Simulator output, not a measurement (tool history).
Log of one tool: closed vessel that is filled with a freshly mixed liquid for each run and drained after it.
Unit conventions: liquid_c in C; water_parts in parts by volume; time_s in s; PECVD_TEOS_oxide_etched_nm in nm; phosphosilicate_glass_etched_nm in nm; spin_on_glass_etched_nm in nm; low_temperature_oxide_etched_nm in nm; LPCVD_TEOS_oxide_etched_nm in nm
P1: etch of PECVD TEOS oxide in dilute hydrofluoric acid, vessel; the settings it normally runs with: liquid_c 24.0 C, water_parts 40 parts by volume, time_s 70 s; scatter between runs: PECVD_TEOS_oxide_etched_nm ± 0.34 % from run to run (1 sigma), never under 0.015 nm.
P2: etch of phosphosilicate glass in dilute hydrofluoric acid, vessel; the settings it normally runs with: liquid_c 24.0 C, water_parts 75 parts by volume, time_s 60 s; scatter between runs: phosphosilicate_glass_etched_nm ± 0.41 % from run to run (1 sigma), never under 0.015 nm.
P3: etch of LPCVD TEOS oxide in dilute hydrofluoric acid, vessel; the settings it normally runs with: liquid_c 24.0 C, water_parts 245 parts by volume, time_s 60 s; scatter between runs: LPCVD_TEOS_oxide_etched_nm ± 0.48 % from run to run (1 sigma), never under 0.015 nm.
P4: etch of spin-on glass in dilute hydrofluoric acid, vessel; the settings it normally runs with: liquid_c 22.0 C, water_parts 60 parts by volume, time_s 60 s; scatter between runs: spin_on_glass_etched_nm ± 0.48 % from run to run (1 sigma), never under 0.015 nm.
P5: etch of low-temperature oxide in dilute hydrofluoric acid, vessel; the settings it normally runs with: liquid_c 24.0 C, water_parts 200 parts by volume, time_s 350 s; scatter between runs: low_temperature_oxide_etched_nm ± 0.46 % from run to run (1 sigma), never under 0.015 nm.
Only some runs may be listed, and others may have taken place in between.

run	hour	process	liquid_c	water_parts	time_s	hours since the thermometer was replaced	hours since the hydrofluoric acid flow meter was replaced	PECVD_TEOS_oxide_etched_nm	phosphosilicate_glass_etched_nm	spin_on_glass_etched_nm	low_temperature_oxide_etched_nm	LPCVD_TEOS_oxide_etched_nm
1	6.7	P1	24.0	40	70	219.6	309.4	29.852				
2	10.2	P2	24.0	75	60	223.1	312.9		119.200			
3	17.9	P4	28.0	60	60	230.8	320.6			80.007		
4	22.4	P4	22.0	90	60	235.3	325.1			40.303		
5	26.1	P1	24.0	40	70	239.0	328.8	29.916				
6	30.6	P5	24.0	200	30	243.5	333.3				1.7838	
7	38.2	P1	24.0	40	70	251.1	340.9	29.824				
8	43.1	P2	24.0	75	30	256.0	345.8		59.287			
9	49.8	P3	24.0	245	60	262.7	352.5					9.0200
10	56.3	P3	24.0	375	60	269.2	359.0					5.1411
11	62.2	P5	24.0	45	350	275.1	364.9				113.1900	
12	67.0	P1	18.5	40	70	279.9	369.7	23.599				
13	71.4	P1	31.0	40	70	284.3	374.1	39.585				
14	79.3	P3	24.0	245	30	292.2	382.0					4.4197
15	85.5	P4	22.0	60	60	298.4	388.2			62.279		
16	90.7	P3	24.0	245	60	303.6	393.4					8.9180
17	98.0	P4	22.0	60	115	310.9	400.7			120.270		
18	102.0	P5	24.0	200	350	314.9	404.7				21.0760	
19	108.8	P1	24.0	60	70	321.7	411.5	19.346				
20	114.0	P2	29.0	75	60	326.9	416.7		145.100			
21	118.7	P1	20.0	20	70	331.6	421.4	51.779				
22	124.0	P3	31.0	245	60	336.9	426.7					11.2940
23	131.1	P1	24.0	40	70	344.0	433.8	29.899				
24	136.3	P4	22.0	60	60	349.2	439.0			62.862		
25	140.6	P1	24.0	40	135	353.5	443.3	57.022				
26	147.4	P2	24.0	20	60	360.3	450.1		480.850			
27	153.3	P1	24.0	20	70	366.2	456.0	61.244				
28	160.6	P1	24.0	40	70	373.5	463.3	29.688				
29	168.3	P5	17.0	200	350	381.2	471.0				16.1480	
30	173.6	P1	24.0	40	30	386.5	476.3	12.704				
31	181.4	P1	24.0	40	70	394.3	484.1	29.717				
32	187.1	P1	24.0	40	70	400.0	489.8	30.561				
33	190.9	P1	24.0	40	70	403.8	493.6	31.055				
34	194.5	P1	24.0	40	70	407.4	497.2	31.483				
35	199.9	P1	24.0	40	70	412.8	502.6	31.501				
36	204.1	P1	24.0	40	70	417.0	506.8	31.637				
37	208.9	P1	24.0	40	70	421.8	511.6	31.703				
38	214.8	P1	24.0	40	70	427.7	517.5	31.849				
39	220.3	P1	24.0	40	70	433.2	523.0	31.769				
40	227.1	P1	24.0	40	70	440.0	529.8	32.094				

What P1 gives has crept away from where it was. These 2 causes fit the log equally well, each at the size given:
A: hydrofluoric acid flow above the setpoint (%) = 6.71
B: liquid hotter than its thermometer reads (K) = 1.66
Creep in the process output first set in at about hour 181.4.

The list below offers 4 check runs, each averaging the results of 2 wafers, and shows each result as a question mark. For which of them would the listed causes give clearly different results?
check 1	233.9	P3	28.5	370	60							?
check 2	233.9	P4	26.0	60	60					?		
check 3	233.9	P2	24.0	45	35				?			
check 4	233.9	P5	24.0	50	30						?	

Check results expected under each cause:
check	result	if A	if B
check 1	LPCVD_TEOS_oxide_etched_nm	6.6053	6.3662
check 2	spin_on_glass_etched_nm	79.271	78.966
check 3	phosphosilicate_glass_etched_nm	128.770	128.700
check 4	low_temperature_oxide_etched_nm	9.2549	9.2441
Separation of the two closest causes in each check, using whichever result separates them best: check 1 3.69 %; check 2 0.39 %; check 3 0.06 %; check 4 0.12 %
Of the check runs offered, only check 1 discriminates between the causes; the rest would read about the same regardless of which cause applies.

Then check 1 was run and gave: LPCVD_TEOS_oxide_etched_nm 6.6320 nm. Which cause is it?

It was cause A: hydrofluoric acid flow above the setpoint (%).
